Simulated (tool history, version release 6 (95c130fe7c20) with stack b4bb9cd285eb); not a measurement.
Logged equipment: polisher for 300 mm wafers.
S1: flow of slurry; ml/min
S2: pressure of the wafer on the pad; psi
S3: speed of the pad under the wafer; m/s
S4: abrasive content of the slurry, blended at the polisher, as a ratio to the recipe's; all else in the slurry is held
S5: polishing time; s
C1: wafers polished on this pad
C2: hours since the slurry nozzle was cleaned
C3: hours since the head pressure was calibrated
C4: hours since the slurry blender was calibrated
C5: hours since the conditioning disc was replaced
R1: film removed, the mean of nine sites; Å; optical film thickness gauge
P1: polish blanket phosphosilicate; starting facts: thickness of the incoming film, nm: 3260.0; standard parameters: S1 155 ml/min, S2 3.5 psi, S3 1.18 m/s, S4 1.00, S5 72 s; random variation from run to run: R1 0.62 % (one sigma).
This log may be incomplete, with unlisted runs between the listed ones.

run 1 hour=4.1 | S1=155 S2=3.5 S3=1.18 S4=1.00 S5=72 | C1=261 C2=231.5 C3=689.1 C4=84.7 C5=140.4 | R1=9069.7
run 2 hour=10.1 | S1=225 S2=3.5 S3=1.18 S4=1.00 S5=72 | C1=352 C2=237.5 C3=695.1 C4=90.7 C5=146.4 | R1=9557.3
run 3 hour=15.3 | S1=155 S2=3.5 S3=1.18 S4=1.00 S5=97 | C1=431 C2=242.7 C3=700.3 C4=95.9 C5=151.6 | R1=12207.0
run 4 hour=23.5 | S1=155 S2=3.5 S3=1.82 S4=1.00 S5=72 | C1=554 C2=250.9 C3=708.5 C4=104.1 C5=159.8 | R1=12757.0
run 5 hour=29.6 | S1=155 S2=1.7 S3=1.18 S4=1.00 S5=72 | C1=646 C2=257.0 C3=714.6 C4=110.2 C5=165.9 | R1=4449.2
run 6 hour=37.9 | S1=155 S2=5.5 S3=1.18 S4=1.00 S5=72 | C1=772 C2=265.3 C3=722.9 C4=118.5 C5=174.2 | R1=14388.0
run 7 hour=45.2 | S1=155 S2=3.5 S3=1.18 S4=0.55 S5=72 | C1=882 C2=272.6 C3=730.2 C4=125.8 C5=181.5 | R1=6587.8
run 8 hour=53.6 | S1=155 S2=3.5 S3=1.18 S4=1.50 S5=72 | C1=1009 C2=281.0 C3=738.6 C4=134.2 C5=189.9 | R1=10759.0
run 9 hour=60.0 | S1=155 S2=3.5 S3=1.18 S4=1.00 S5=72 | C1=1105 C2=287.4 C3=745.0 C4=140.6 C5=196.3 | R1=9016.5
run 10 hour=68.0 | S1=155 S2=3.5 S3=1.18 S4=1.00 S5=72 | C1=1226 C2=295.4 C3=753.0 C4=148.6 C5=204.3 | R1=9137.9
run 11 hour=75.7 | S1=155 S2=3.5 S3=0.54 S4=1.00 S5=72 | C1=1342 C2=303.1 C3=760.7 C4=156.3 C5=212.0 | R1=4824.5
run 12 hour=80.4 | S1=155 S2=3.5 S3=1.18 S4=1.00 S5=33 | C1=1413 C2=307.8 C3=765.4 C4=161.0 C5=216.7 | R1=4196.7
run 13 hour=86.1 | S1=155 S2=3.5 S3=1.18 S4=1.00 S5=72 | C1=1499 C2=313.5 C3=771.1 C4=166.7 C5=222.4 | R1=8996.8
run 14 hour=91.8 | S1=215 S2=3.5 S3=1.76 S4=1.00 S5=72 | C1=1585 C2=319.2 C3=776.8 C4=172.4 C5=228.1 | R1=13151.0
run 15 hour=100.0 | S1=155 S2=3.5 S3=1.18 S4=1.00 S5=72 | C1=1709 C2=327.4 C3=785.0 C4=180.6 C5=236.3 | R1=9072.4
run 16 hour=104.6 | S1=95 S2=3.5 S3=1.18 S4=1.00 S5=72 | C1=1779 C2=332.0 C3=789.6 C4=185.2 C5=240.9 | R1=8125.8

What will run 17 give?
run 17 hour=113.2 | S1=155 S2=3.5 S3=1.18 S4=1.00 S5=72 | C1=1908 C2=340.6 C3=798.2 C4=193.8 C5=249.5 | R1=?

R1: 9169.6 Å

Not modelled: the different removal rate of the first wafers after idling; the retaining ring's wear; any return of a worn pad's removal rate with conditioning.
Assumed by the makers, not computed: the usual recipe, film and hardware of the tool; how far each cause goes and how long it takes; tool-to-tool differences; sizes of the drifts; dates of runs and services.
